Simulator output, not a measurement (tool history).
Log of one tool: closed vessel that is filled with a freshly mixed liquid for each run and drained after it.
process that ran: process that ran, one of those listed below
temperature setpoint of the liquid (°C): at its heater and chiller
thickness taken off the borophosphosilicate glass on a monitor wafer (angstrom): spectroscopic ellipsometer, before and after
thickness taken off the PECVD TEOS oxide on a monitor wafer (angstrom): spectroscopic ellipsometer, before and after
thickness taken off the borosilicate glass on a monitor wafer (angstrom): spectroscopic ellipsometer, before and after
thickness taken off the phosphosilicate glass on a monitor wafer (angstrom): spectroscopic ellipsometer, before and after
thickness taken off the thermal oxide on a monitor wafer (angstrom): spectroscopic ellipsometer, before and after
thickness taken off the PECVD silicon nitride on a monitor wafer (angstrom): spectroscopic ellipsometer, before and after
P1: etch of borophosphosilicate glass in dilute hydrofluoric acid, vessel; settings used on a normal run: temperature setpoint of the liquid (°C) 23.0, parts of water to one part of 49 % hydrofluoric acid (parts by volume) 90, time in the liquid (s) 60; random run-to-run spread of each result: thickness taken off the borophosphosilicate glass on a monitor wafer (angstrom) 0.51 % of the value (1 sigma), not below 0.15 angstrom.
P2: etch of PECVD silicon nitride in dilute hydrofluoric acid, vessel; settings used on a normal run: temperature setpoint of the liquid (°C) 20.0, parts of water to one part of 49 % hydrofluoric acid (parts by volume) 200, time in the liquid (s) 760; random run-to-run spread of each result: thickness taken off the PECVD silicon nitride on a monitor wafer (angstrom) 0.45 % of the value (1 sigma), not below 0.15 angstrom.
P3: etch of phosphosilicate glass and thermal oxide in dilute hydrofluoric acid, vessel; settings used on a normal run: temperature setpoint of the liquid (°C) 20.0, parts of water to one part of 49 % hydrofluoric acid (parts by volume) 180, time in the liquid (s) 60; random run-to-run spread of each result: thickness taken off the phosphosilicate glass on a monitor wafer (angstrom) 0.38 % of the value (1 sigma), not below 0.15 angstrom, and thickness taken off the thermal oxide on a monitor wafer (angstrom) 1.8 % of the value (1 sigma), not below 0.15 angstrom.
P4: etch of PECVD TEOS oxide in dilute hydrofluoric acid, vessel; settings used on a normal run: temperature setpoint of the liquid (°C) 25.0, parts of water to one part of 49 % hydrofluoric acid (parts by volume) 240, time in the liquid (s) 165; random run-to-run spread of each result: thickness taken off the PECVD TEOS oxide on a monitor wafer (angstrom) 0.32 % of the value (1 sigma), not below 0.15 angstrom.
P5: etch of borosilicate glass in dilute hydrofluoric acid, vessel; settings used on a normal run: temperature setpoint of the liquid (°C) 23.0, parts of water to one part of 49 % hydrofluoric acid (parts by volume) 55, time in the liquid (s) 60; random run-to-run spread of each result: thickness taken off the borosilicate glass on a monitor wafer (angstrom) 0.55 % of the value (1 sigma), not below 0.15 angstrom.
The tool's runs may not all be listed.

run,day,process that ran,temperature setpoint of the liquid (°C),parts of water to one part of 49 % hydrofluoric acid (parts by volume),time in the liquid (s),hours since the thermometer was replaced,hours since the hydrofluoric acid flow meter was replaced,thickness taken off the borophosphosilicate glass on a monitor wafer (angstrom),thickness taken off the PECVD TEOS oxide on a monitor wafer (angstrom),thickness taken off the borosilicate glass on a monitor wafer (angstrom),thickness taken off the phosphosilicate glass on a monitor wafer (angstrom),thickness taken off the thermal oxide on a monitor wafer (angstrom),thickness taken off the PECVD silicon nitride on a monitor wafer (angstrom)
1,0.358,P1,23.0,90,60,1589.6,203.2,280.880,,,,,
2,0.858,P4,25.0,240,165,1601.6,215.2,,116.330,,,,
3,1.171,P5,17.0,55,60,1609.1,222.7,,,260.67,,,
4,1.546,P3,20.0,180,60,1618.1,231.7,,,,355.43,13.1360,
5,1.879,P1,23.0,90,60,1626.1,239.7,280.960,,,,,
6,2.288,P3,20.0,180,60,1635.9,249.5,,,,355.03,13.0250,
7,2.579,P2,20.0,200,760,1642.9,256.5,,,,,,139.600
8,2.958,P1,23.0,90,60,1652.0,265.6,278.730,,,,,
9,3.462,P4,25.0,240,30,1664.1,277.7,,21.266,,,,
10,4.088,P3,20.0,310,60,1679.1,292.7,,,,182.86,7.0788,
11,4.429,P1,23.0,150,35,1687.3,300.9,90.519,,,,,
12,5.025,P2,20.0,200,220,1701.6,315.2,,,,,,40.362
13,5.421,P1,23.0,90,30,1711.1,324.7,140.160,,,,,
14,5.775,P5,23.0,95,60,1719.6,333.2,,,182.46,,,
15,6.183,P1,17.0,90,60,1729.4,343.0,218.150,,,,,
16,6.729,P2,28.0,200,760,1742.5,356.1,,,,,,233.000
17,7.158,P1,23.0,90,60,1752.8,366.4,279.670,,,,,
18,7.542,P1,27.5,90,60,1762.0,375.6,336.530,,,,,
19,8.033,P1,23.0,90,105,1773.8,387.4,489.490,,,,,
20,8.612,P5,23.0,55,60,1787.7,401.3,,,333.62,,,
21,8.946,P2,20.0,45,760,1795.7,409.3,,,,,,602.360
22,9.579,P1,23.0,90,60,1810.9,424.5,280.370,,,,,
23,10.133,P1,23.0,125,115,1824.2,437.8,370.370,,,,,
24,10.604,P4,25.0,385,165,1835.5,449.1,,62.663,,,,
25,11.088,P5,23.0,55,110,1847.1,460.7,,,609.83,,,
26,11.417,P4,18.0,240,165,1855.0,468.6,,89.554,,,,
27,12.079,P1,23.0,140,60,1870.9,484.5,170.100,,,,,

Expected results for the next run?
28,12.717,P1,23.0,90,60,1886.2,499.8,?,,,,,

thickness taken off the borophosphosilicate glass on a monitor wafer (angstrom): 281.400

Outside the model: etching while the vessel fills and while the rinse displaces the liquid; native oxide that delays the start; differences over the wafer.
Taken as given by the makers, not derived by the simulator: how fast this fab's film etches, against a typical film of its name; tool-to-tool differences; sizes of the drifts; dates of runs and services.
